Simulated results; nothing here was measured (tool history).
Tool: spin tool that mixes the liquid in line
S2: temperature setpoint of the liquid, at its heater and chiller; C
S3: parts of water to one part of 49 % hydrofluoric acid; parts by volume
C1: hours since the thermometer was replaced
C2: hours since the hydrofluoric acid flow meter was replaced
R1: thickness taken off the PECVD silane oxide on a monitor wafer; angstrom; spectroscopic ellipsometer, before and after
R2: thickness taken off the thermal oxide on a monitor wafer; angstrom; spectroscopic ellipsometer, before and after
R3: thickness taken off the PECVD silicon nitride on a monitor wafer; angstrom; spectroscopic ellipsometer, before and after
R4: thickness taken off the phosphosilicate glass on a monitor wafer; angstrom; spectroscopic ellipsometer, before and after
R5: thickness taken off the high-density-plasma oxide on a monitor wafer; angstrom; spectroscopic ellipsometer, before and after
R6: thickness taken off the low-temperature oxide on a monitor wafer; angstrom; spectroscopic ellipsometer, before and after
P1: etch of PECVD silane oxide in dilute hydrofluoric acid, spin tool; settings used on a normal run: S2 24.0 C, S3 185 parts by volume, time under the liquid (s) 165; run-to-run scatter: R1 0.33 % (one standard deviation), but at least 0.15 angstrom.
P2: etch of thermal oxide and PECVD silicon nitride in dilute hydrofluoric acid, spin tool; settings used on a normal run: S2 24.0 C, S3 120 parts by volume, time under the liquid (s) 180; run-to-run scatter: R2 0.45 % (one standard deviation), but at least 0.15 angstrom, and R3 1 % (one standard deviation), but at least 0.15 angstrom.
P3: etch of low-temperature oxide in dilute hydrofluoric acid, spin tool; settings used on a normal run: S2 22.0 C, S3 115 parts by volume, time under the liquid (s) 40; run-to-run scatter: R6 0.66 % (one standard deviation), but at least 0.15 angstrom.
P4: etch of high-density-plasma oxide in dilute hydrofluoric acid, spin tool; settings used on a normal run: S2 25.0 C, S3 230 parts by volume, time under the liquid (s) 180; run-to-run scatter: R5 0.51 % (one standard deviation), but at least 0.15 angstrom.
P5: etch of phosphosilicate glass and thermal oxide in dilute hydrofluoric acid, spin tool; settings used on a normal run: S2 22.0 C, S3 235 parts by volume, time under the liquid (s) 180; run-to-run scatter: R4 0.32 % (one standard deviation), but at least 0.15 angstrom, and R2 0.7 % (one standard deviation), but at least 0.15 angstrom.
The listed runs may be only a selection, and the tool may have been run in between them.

{"run": 1, "day": 0.179, "process that ran": "P1", "S2": 24.0, "S3": 185, "time under the liquid (s)": 165, "C1": 696.4, "C2": 341.0, "R1": 164.65}
{"run": 2, "day": 0.338, "process that ran": "P1", "S2": 17.0, "S3": 280, "time under the liquid (s)": 165, "C1": 700.2, "C2": 344.8, "R1": 76.456}
{"run": 3, "day": 0.483, "process that ran": "P2", "S2": 24.0, "S3": 70, "time under the liquid (s)": 180, "C1": 703.7, "C2": 348.3, "R2": 129.06, "R3": 42.72}
{"run": 4, "day": 0.683, "process that ran": "P5", "S2": 22.0, "S3": 235, "time under the liquid (s)": 180, "C1": 708.5, "C2": 353.1, "R2": 28.42, "R4": 379.93}
{"run": 5, "day": 0.896, "process that ran": "P1", "S2": 17.0, "S3": 185, "time under the liquid (s)": 60, "C1": 713.6, "C2": 358.2, "R1": 45.71}
{"run": 6, "day": 1.092, "process that ran": "P1", "S2": 30.0, "S3": 185, "time under the liquid (s)": 165, "C1": 718.3, "C2": 362.9, "R1": 205.58}
{"run": 7, "day": 1.242, "process that ran": "P4", "S2": 25.0, "S3": 230, "time under the liquid (s)": 305, "C1": 721.9, "C2": 366.5, "R5": 92.606}
{"run": 8, "day": 1.425, "process that ran": "P1", "S2": 24.0, "S3": 185, "time under the liquid (s)": 165, "C1": 726.3, "C2": 370.9, "R1": 164.15}
{"run": 9, "day": 1.529, "process that ran": "P5", "S2": 22.0, "S3": 235, "time under the liquid (s)": 285, "C1": 728.8, "C2": 373.4, "R2": 44.678, "R4": 600.16}
{"run": 10, "day": 1.738, "process that ran": "P4", "S2": 25.0, "S3": 230, "time under the liquid (s)": 180, "C1": 733.8, "C2": 378.4, "R5": 55.105}
{"run": 11, "day": 1.862, "process that ran": "P2", "S2": 24.0, "S3": 120, "time under the liquid (s)": 340, "C1": 736.8, "C2": 381.4, "R2": 135.65, "R3": 47.634}
{"run": 12, "day": 2.025, "process that ran": "P3", "S2": 22.0, "S3": 35, "time under the liquid (s)": 40, "C1": 740.7, "C2": 385.3, "R6": 144.07}
{"run": 13, "day": 2.229, "process that ran": "P3", "S2": 26.5, "S3": 115, "time under the liquid (s)": 40, "C1": 745.6, "C2": 390.2, "R6": 47.135}
{"run": 14, "day": 2.417, "process that ran": "P5", "S2": 22.0, "S3": 235, "time under the liquid (s)": 180, "C1": 750.1, "C2": 394.7, "R2": 27.981, "R4": 377.15}
{"run": 15, "day": 2.6, "process that ran": "P1", "S2": 24.0, "S3": 185, "time under the liquid (s)": 165, "C1": 754.5, "C2": 399.1, "R1": 164.99}
{"run": 16, "day": 2.742, "process that ran": "P1", "S2": 24.0, "S3": 110, "time under the liquid (s)": 165, "C1": 757.9, "C2": 402.5, "R1": 302.81}
{"run": 17, "day": 2.942, "process that ran": "P1", "S2": 24.0, "S3": 185, "time under the liquid (s)": 165, "C1": 762.7, "C2": 407.3, "R1": 164.91}
{"run": 18, "day": 3.142, "process that ran": "P3", "S2": 22.0, "S3": 115, "time under the liquid (s)": 40, "C1": 767.5, "C2": 412.1, "R6": 39.492}
{"run": 19, "day": 3.267, "process that ran": "P2", "S2": 24.0, "S3": 120, "time under the liquid (s)": 180, "C1": 770.5, "C2": 415.1, "R2": 70.832, "R3": 24.601}
{"run": 20, "day": 3.442, "process that ran": "P2", "S2": 24.0, "S3": 120, "time under the liquid (s)": 180, "C1": 774.7, "C2": 419.3, "R2": 70.774, "R3": 24.39}
{"run": 21, "day": 3.654, "process that ran": "P5", "S2": 22.0, "S3": 130, "time under the liquid (s)": 180, "C1": 779.8, "C2": 424.4, "R2": 57.063, "R4": 762.04}
{"run": 22, "day": 3.862, "process that ran": "P4", "S2": 25.0, "S3": 90, "time under the liquid (s)": 180, "C1": 784.8, "C2": 429.4, "R5": 164.84}
{"day": 4.004, "done": "hydrofluoric acid flow meter replaced"}
{"run": 23, "day": 4.033, "process that ran": "P1", "S2": 24.0, "S3": 185, "time under the liquid (s)": 165, "C1": 788.9, "C2": 0.7, "R1": 165.51}
{"run": 24, "day": 4.146, "process that ran": "P1", "S2": 24.0, "S3": 185, "time under the liquid (s)": 35, "C1": 791.6, "C2": 3.4, "R1": 35.209}
{"run": 25, "day": 4.262, "process that ran": "P5", "S2": 26.5, "S3": 235, "time under the liquid (s)": 180, "C1": 794.4, "C2": 6.2, "R2": 32.9, "R4": 445.03}
{"run": 26, "day": 4.383, "process that ran": "P1", "S2": 29.5, "S3": 315, "time under the liquid (s)": 165, "C1": 797.3, "C2": 9.1, "R1": 102.17}
{"run": 27, "day": 4.542, "process that ran": "P3", "S2": 22.0, "S3": 115, "time under the liquid (s)": 80, "C1": 801.1, "C2": 12.9, "R6": 78.65}
{"run": 28, "day": 4.754, "process that ran": "P1", "S2": 17.0, "S3": 185, "time under the liquid (s)": 165, "C1": 806.2, "C2": 18.0, "R1": 125.82}
{"run": 29, "day": 4.954, "process that ran": "P4", "S2": 18.5, "S3": 230, "time under the liquid (s)": 180, "C1": 811.0, "C2": 22.8, "R5": 43.313}
{"run": 30, "day": 5.088, "process that ran": "P2", "S2": 30.5, "S3": 120, "time under the liquid (s)": 180, "C1": 814.2, "C2": 26.0, "R2": 91.077, "R3": 38.092}
{"run": 31, "day": 5.238, "process that ran": "P1", "S2": 24.0, "S3": 325, "time under the liquid (s)": 165, "C1": 817.8, "C2": 29.6, "R1": 81.298}
{"run": 32, "day": 5.35, "process that ran": "P1", "S2": 24.0, "S3": 185, "time under the liquid (s)": 280, "C1": 820.5, "C2": 32.3, "R1": 279.05}
{"run": 33, "day": 5.529, "process that ran": "P1", "S2": 24.0, "S3": 185, "time under the liquid (s)": 165, "C1": 824.8, "C2": 36.6, "R1": 165.07}
{"run": 34, "day": 5.662, "process that ran": "P1", "S2": 24.0, "S3": 185, "time under the liquid (s)": 165, "C1": 828.0, "C2": 39.8, "R1": 170.28}
{"run": 35, "day": 5.796, "process that ran": "P1", "S2": 24.0, "S3": 185, "time under the liquid (s)": 165, "C1": 831.2, "C2": 43.0, "R1": 172.06}
{"run": 36, "day": 5.971, "process that ran": "P1", "S2": 24.0, "S3": 185, "time under the liquid (s)": 165, "C1": 835.4, "C2": 47.2, "R1": 175.41}
{"run": 37, "day": 6.142, "process that ran": "P1", "S2": 24.0, "S3": 185, "time under the liquid (s)": 165, "C1": 839.5, "C2": 51.3, "R1": 175.52}
{"run": 38, "day": 6.288, "process that ran": "P1", "S2": 24.0, "S3": 185, "time under the liquid (s)": 165, "C1": 843.0, "C2": 54.8, "R1": 176.36}
{"run": 39, "day": 6.408, "process that ran": "P1", "S2": 24.0, "S3": 185, "time under the liquid (s)": 165, "C1": 845.9, "C2": 57.7, "R1": 175.99}

Compared with where it was, what P1 gives has crept away. Each cause listed below fits the log as well as the rest, at the size given for it:
A: liquid hotter than its thermometer reads (K) = 1.85
B: hydrofluoric acid flow above the setpoint (%) = 5.86
At approximately day 5.529, the process output began to creep.

Consider the 4 check runs below, whose results appear as question marks and each of which averages 2 wafers. Which one distinguishes the causes, in that each cause would give it a clearly different result?
{"run": "check 1", "day": 6.529, "process that ran": "P3", "S2": 26.0, "S3": 115, "time under the liquid (s)": 55, "R6": "?"}
{"run": "check 2", "day": 6.529, "process that ran": "P4", "S2": 25.0, "S3": 145, "time under the liquid (s)": 300, "R5": "?"}
{"run": "check 3", "day": 6.529, "process that ran": "P2", "S2": 24.0, "S3": 85, "time under the liquid (s)": 320, "R2": "?", "R3": "?"}
{"run": "check 4", "day": 6.529, "process that ran": "P5", "S2": 25.0, "S3": 235, "time under the liquid (s)": 280, "R2": "?", "R4": "?"}

Outcome of each check run for each possible cause:
check=check_1 result=R6 if_A=68.194 if_B=67.821
check=check_2 result=R5 if_A=171.500 if_B=170.970
check=check_3 result=R2 if_A=200.360 if_B=198.250
check=check_3 result=R3 if_A=71.007 if_B=66.495
check=check_4 result=R2 if_A=52.230 if_B=52.515
check=check_4 result=R4 if_A=701.94 if_B=705.78
Minimum pairwise separation of causes per check, each pair taken at its best-separating result: check 1 0.55 %; check 2 0.31 %; check 3 6.57 %; check 4 0.55 %
Only check 3 tells the causes apart: in the others they would give nearly the same result.

The results of check 3 are: R2 200.330 angstrom; R3 70.602 angstrom. Based on these, which of the listed causes is it?

It was cause A: liquid hotter than its thermometer reads (K).

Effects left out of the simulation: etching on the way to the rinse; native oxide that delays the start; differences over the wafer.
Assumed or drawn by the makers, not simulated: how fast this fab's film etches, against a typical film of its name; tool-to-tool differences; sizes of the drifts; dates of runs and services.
